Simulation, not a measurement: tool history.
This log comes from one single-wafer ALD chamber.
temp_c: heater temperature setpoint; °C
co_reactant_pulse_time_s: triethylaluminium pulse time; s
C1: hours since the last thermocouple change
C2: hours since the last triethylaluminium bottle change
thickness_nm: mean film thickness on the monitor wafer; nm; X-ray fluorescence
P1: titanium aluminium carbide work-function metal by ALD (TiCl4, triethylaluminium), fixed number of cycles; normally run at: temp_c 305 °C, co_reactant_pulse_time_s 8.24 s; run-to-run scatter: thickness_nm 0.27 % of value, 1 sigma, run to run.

{"run": 1, "day": 0.325, "temp_c": 305, "co_reactant_pulse_time_s": 8.24, "C1": 645.6, "C2": 311.9, "thickness_nm": 1.9678}
{"run": 2, "day": 0.596, "temp_c": 287, "co_reactant_pulse_time_s": 12.05, "C1": 652.1, "C2": 318.4, "thickness_nm": 1.9009}
{"run": 3, "day": 0.908, "temp_c": 329, "co_reactant_pulse_time_s": 8.24, "C1": 659.6, "C2": 325.9, "thickness_nm": 2.1582}
{"run": 4, "day": 1.196, "temp_c": 305, "co_reactant_pulse_time_s": 8.24, "C1": 666.5, "C2": 332.8, "thickness_nm": 1.9536}
{"run": 5, "day": 1.496, "temp_c": 286, "co_reactant_pulse_time_s": 8.24, "C1": 673.7, "C2": 340.0, "thickness_nm": 1.8025}
{"run": 6, "day": 1.938, "temp_c": 305, "co_reactant_pulse_time_s": 8.24, "C1": 684.3, "C2": 350.6, "thickness_nm": 1.9485}
{"run": 7, "day": 2.183, "temp_c": 305, "co_reactant_pulse_time_s": 2.98, "C1": 690.2, "C2": 356.5, "thickness_nm": 1.3331}
{"run": 8, "day": 2.617, "temp_c": 288, "co_reactant_pulse_time_s": 13.4, "C1": 700.6, "C2": 366.9, "thickness_nm": 1.9043}
{"run": 9, "day": 2.817, "temp_c": 305, "co_reactant_pulse_time_s": 12.03, "C1": 705.4, "C2": 371.7, "thickness_nm": 2.0508}
{"run": 10, "day": 3.088, "temp_c": 321, "co_reactant_pulse_time_s": 11.05, "C1": 711.9, "C2": 378.2, "thickness_nm": 2.1788}
{"run": 11, "day": 3.496, "temp_c": 305, "co_reactant_pulse_time_s": 8.24, "C1": 721.7, "C2": 388.0, "thickness_nm": 1.9618}
{"run": 12, "day": 3.825, "temp_c": 305, "co_reactant_pulse_time_s": 8.24, "C1": 729.6, "C2": 395.9, "thickness_nm": 1.9574}
{"run": 13, "day": 4.158, "temp_c": 305, "co_reactant_pulse_time_s": 8.24, "C1": 737.6, "C2": 403.9, "thickness_nm": 1.9396}
{"run": 14, "day": 4.592, "temp_c": 305, "co_reactant_pulse_time_s": 8.24, "C1": 748.0, "C2": 414.3, "thickness_nm": 1.9238}
{"run": 15, "day": 4.942, "temp_c": 305, "co_reactant_pulse_time_s": 8.24, "C1": 756.4, "C2": 422.7, "thickness_nm": 1.9313}
{"run": 16, "day": 5.254, "temp_c": 305, "co_reactant_pulse_time_s": 8.24, "C1": 763.9, "C2": 430.2, "thickness_nm": 1.9196}
{"run": 17, "day": 5.529, "temp_c": 305, "co_reactant_pulse_time_s": 8.24, "C1": 770.5, "C2": 436.8, "thickness_nm": 1.9233}
{"run": 18, "day": 5.871, "temp_c": 305, "co_reactant_pulse_time_s": 8.24, "C1": 778.7, "C2": 445.0, "thickness_nm": 1.9117}
{"run": 19, "day": 6.217, "temp_c": 305, "co_reactant_pulse_time_s": 8.24, "C1": 787.0, "C2": 453.3, "thickness_nm": 1.9221}

P1 no longer gives what it gave before; its output has crept away from where it was. The following 2 causes, each at its listed size, fit the log equally well:
A: wafer temperature below the value expected at the setpoint (K) = 4.31
B: triethylaluminium dose below that of a fresh bottle (%) = 9.13
The gradual shift began around day 3.825.

Of the 4 check runs listed below, each run on one wafer and each result written as a question mark, which would let you distinguish the listed causes because they would give clearly different results?
{"run": "check 1", "day": 6.562, "temp_c": 305, "co_reactant_pulse_time_s": 4.75, "thickness_nm": "?"}
{"run": "check 2", "day": 6.562, "temp_c": 320, "co_reactant_pulse_time_s": 8.24, "thickness_nm": "?"}
{"run": "check 3", "day": 6.562, "temp_c": 326, "co_reactant_pulse_time_s": 8.24, "thickness_nm": "?"}
{"run": "check 4", "day": 6.562, "temp_c": 327, "co_reactant_pulse_time_s": 8.24, "thickness_nm": "?"}

What each check would give under each cause:
check=check_1 result=thickness_nm if_A=1.6417 if_B=1.6073
check=check_2 result=thickness_nm if_A=2.0444 if_B=2.0426
check=check_3 result=thickness_nm if_A=2.0950 if_B=2.0924
check=check_4 result=thickness_nm if_A=2.1035 if_B=2.1007
Smallest distance between any two causes, each pair judged by its most separating result, in per cent: check 1 2.12 %; check 2 0.09 %; check 3 0.13 %; check 4 0.13 %
Of the check runs offered, only check 1 discriminates between the causes; the rest would read about the same regardless of which cause applies.

Here is what check 1 returned: thickness_nm 1.6483 nm. Which cause is it?

It was cause A: wafer temperature below the value expected at the setpoint (K).
